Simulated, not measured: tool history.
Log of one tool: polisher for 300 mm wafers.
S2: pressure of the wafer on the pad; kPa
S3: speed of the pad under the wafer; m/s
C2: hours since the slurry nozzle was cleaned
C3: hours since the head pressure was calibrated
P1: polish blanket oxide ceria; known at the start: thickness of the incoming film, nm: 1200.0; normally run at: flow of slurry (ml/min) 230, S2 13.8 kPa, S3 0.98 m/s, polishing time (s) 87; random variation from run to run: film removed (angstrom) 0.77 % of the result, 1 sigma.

{"run": 1, "day": 0.688, "flow of slurry (ml/min)": 230, "S2": 13.8, "S3": 0.98, "polishing time (s)": 87, "wafers polished on this pad": 499, "C2": 239.8, "C3": 169.2, "film removed (angstrom)": 2167.0}
{"run": 2, "day": 1.025, "flow of slurry (ml/min)": 230, "S2": 20.7, "S3": 0.98, "polishing time (s)": 87, "wafers polished on this pad": 591, "C2": 247.9, "C3": 177.3, "film removed (angstrom)": 3271.5}
{"run": 3, "day": 1.6, "flow of slurry (ml/min)": 310, "S2": 13.8, "S3": 1.28, "polishing time (s)": 87, "wafers polished on this pad": 748, "C2": 261.7, "C3": 191.1, "film removed (angstrom)": 2971.2}
{"run": 4, "day": 1.946, "flow of slurry (ml/min)": 140, "S2": 13.8, "S3": 0.98, "polishing time (s)": 87, "wafers polished on this pad": 843, "C2": 270.0, "C3": 199.4, "film removed (angstrom)": 2033.6}
{"run": 5, "day": 2.388, "flow of slurry (ml/min)": 230, "S2": 13.8, "S3": 0.44, "polishing time (s)": 87, "wafers polished on this pad": 964, "C2": 280.6, "C3": 210.0, "film removed (angstrom)": 981.85}
{"run": 6, "day": 2.733, "flow of slurry (ml/min)": 230, "S2": 13.8, "S3": 0.98, "polishing time (s)": 87, "wafers polished on this pad": 1058, "C2": 288.9, "C3": 218.3, "film removed (angstrom)": 2188.1}
{"run": 7, "day": 3.325, "flow of slurry (ml/min)": 230, "S2": 13.8, "S3": 0.98, "polishing time (s)": 134, "wafers polished on this pad": 1220, "C2": 303.1, "C3": 232.5, "film removed (angstrom)": 3341.7}
{"run": 8, "day": 3.804, "flow of slurry (ml/min)": 230, "S2": 6.9, "S3": 0.98, "polishing time (s)": 87, "wafers polished on this pad": 1351, "C2": 314.6, "C3": 244.0, "film removed (angstrom)": 1086.1}
{"run": 9, "day": 4.179, "flow of slurry (ml/min)": 230, "S2": 13.8, "S3": 0.44, "polishing time (s)": 135, "wafers polished on this pad": 1453, "C2": 323.6, "C3": 253.0, "film removed (angstrom)": 1495.7}
{"run": 10, "day": 4.779, "flow of slurry (ml/min)": 230, "S2": 13.8, "S3": 0.98, "polishing time (s)": 87, "wafers polished on this pad": 1617, "C2": 338.0, "C3": 267.4, "film removed (angstrom)": 2207.5}
{"run": 11, "day": 5.446, "flow of slurry (ml/min)": 230, "S2": 13.8, "S3": 0.98, "polishing time (s)": 87, "wafers polished on this pad": 1799, "C2": 354.0, "C3": 283.4, "film removed (angstrom)": 2176.0}
{"run": 12, "day": 5.85, "flow of slurry (ml/min)": 280, "S2": 18.6, "S3": 0.98, "polishing time (s)": 87, "wafers polished on this pad": 1910, "C2": 363.7, "C3": 293.1, "film removed (angstrom)": 2981.7}
{"run": 13, "day": 6.512, "flow of slurry (ml/min)": 320, "S2": 13.8, "S3": 0.98, "polishing time (s)": 87, "wafers polished on this pad": 2091, "C2": 379.6, "C3": 309.0, "film removed (angstrom)": 2247.6}
{"run": 14, "day": 6.929, "flow of slurry (ml/min)": 230, "S2": 13.8, "S3": 0.98, "polishing time (s)": 87, "wafers polished on this pad": 2205, "C2": 389.6, "C3": 319.0, "film removed (angstrom)": 2173.0}
{"run": 15, "day": 7.475, "flow of slurry (ml/min)": 230, "S2": 13.8, "S3": 0.98, "polishing time (s)": 87, "wafers polished on this pad": 2354, "C2": 402.7, "C3": 332.1, "film removed (angstrom)": 2163.2}
{"run": 16, "day": 8.083, "flow of slurry (ml/min)": 230, "S2": 13.8, "S3": 0.98, "polishing time (s)": 39, "wafers polished on this pad": 2520, "C2": 417.3, "C3": 346.7, "film removed (angstrom)": 980.32}
{"run": 17, "day": 8.688, "flow of slurry (ml/min)": 230, "S2": 13.8, "S3": 1.52, "polishing time (s)": 87, "wafers polished on this pad": 2685, "C2": 431.8, "C3": 361.2, "film removed (angstrom)": 3405.8}
{"run": 18, "day": 9.012, "flow of slurry (ml/min)": 230, "S2": 13.8, "S3": 0.98, "polishing time (s)": 87, "wafers polished on this pad": 2774, "C2": 439.6, "C3": 369.0, "film removed (angstrom)": 2165.1}
{"run": 19, "day": 9.575, "flow of slurry (ml/min)": 230, "S2": 13.8, "S3": 0.98, "polishing time (s)": 87, "wafers polished on this pad": 2927, "C2": 453.1, "C3": 382.5, "film removed (angstrom)": 2154.2}

Run 20 comes next. What will it give?
{"run": 20, "day": 10.033, "flow of slurry (ml/min)": 230, "S2": 13.8, "S3": 0.98, "polishing time (s)": 87, "wafers polished on this pad": 3053, "C2": 464.1, "C3": 393.5, "film removed (angstrom)": "?"}

film removed (angstrom): 2109.80

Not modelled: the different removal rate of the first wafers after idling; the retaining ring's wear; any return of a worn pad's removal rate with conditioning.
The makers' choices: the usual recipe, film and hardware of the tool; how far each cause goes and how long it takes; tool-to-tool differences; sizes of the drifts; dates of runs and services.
